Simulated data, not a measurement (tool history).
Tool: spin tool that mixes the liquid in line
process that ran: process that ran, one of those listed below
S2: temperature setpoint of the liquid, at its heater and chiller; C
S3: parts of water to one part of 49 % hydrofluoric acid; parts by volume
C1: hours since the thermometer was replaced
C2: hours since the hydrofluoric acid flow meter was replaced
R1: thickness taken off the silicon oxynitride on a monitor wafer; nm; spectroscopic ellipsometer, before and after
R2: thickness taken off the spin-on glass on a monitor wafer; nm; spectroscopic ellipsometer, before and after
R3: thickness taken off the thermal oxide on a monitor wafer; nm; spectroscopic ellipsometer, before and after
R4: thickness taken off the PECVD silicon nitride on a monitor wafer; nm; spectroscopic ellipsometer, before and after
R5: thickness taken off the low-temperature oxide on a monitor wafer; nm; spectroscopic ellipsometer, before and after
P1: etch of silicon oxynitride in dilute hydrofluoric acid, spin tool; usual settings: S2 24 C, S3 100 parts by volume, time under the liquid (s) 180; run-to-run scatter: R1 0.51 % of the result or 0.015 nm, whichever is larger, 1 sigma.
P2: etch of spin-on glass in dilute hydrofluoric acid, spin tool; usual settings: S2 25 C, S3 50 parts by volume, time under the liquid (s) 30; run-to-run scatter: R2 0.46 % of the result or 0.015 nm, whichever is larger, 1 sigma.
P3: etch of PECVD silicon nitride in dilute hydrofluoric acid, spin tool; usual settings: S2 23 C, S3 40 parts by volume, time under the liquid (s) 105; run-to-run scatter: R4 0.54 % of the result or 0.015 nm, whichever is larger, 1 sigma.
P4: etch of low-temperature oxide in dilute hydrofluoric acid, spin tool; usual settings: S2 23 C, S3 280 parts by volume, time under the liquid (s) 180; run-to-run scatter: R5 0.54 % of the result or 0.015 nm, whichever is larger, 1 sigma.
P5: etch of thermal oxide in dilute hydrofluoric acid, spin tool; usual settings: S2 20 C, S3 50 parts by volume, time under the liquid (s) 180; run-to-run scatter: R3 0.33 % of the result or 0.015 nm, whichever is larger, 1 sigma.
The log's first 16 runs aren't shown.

Run 17, day 5.304: process that ran P1, S2 24 C, S3 50 parts by volume, time under the liquid (s) 180; C1 10.6; C2 426.5. Result: R1 12.309 nm.
Run 18, day 5.504: process that ran P4, S2 27 C, S3 280 parts by volume, time under the liquid (s) 180; C1 15.4; C2 431.3. Result: R5 12.017 nm.
Run 19, day 5.788: process that ran P5, S2 20 C, S3 50 parts by volume, time under the liquid (s) 35; C1 22.2; C2 438.1. Result: R3 3.0643 nm.
Run 20, day 6.183: process that ran P1, S2 24 C, S3 100 parts by volume, time under the liquid (s) 180; C1 31.7; C2 447.6. Result: R1 5.9082 nm.
Run 21, day 6.488: process that ran P1, S2 24 C, S3 100 parts by volume, time under the liquid (s) 180; C1 39; C2 454.9. Result: R1 5.9202 nm.
Run 22, day 6.825: process that ran P1, S2 24 C, S3 100 parts by volume, time under the liquid (s) 180; C1 47.1; C2 463. Result: R1 5.9432 nm.
Run 23, day 7.038: process that ran P4, S2 23 C, S3 280 parts by volume, time under the liquid (s) 180; C1 52.2; C2 468.1. Result: R5 10.471 nm.
Run 24, day 7.25: process that ran P2, S2 30 C, S3 50 parts by volume, time under the liquid (s) 30; C1 57.3; C2 473.2. Result: R2 52.783 nm.

The next listed run, before its measurement:
Run 25, day 7.575: process that ran P4, S2 23 C, S3 280 parts by volume, time under the liquid (s) 340; C1 65.1; C2 481. Result: R5 ?.

R5: 19.796 nm
